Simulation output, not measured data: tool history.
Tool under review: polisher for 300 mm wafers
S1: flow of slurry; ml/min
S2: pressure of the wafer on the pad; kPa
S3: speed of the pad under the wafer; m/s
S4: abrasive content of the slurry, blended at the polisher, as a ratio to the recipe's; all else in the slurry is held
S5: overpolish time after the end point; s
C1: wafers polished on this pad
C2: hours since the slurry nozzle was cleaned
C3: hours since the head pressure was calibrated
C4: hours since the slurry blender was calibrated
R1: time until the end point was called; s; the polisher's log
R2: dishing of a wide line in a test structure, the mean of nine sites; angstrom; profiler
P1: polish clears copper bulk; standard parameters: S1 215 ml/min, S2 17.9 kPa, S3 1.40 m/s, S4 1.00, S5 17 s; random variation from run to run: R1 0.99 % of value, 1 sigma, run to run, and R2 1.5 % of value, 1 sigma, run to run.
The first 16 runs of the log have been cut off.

run	hour	S1	S2	S3	S4	S5	C1	C2	C3	C4	R1	R2
17	156.2	215	17.9	1.40	1.00	17	831	308.8	99.3	214.1	94.565	929.77
18	169.4	215	17.9	1.40	1.00	17	950	322.0	112.5	227.3	94.223	939.78
19	177.5	215	17.9	0.86	1.00	17	1023	330.1	120.6	235.4	156.070	715.03
20	183.9	215	17.9	1.40	1.00	17	1081	336.5	127.0	241.8	94.386	940.65
21	197.0	215	17.9	1.40	1.00	17	1199	349.6	140.1	254.9	95.843	934.11
22	203.0	215	17.9	1.40	1.00	17	1253	355.6	146.1	260.9	98.108	923.98
23	213.4	215	17.9	1.40	1.00	17	1347	366.0	156.5	271.3	98.550	914.31
24	222.1	215	17.9	1.40	1.00	17	1426	374.7	165.2	280.0	100.000	896.87
# hour 225.0: worn pad replaced by a new one
25	229.2	215	17.9	1.40	1.00	17	38	381.8	172.3	287.1	99.667	910.10

What will run 26 give?
26	241.7	215	17.9	1.40	1.00	17	151	394.3	184.8	299.6	?	?

R1: 101.310 s
R2: 913.96 angstrom
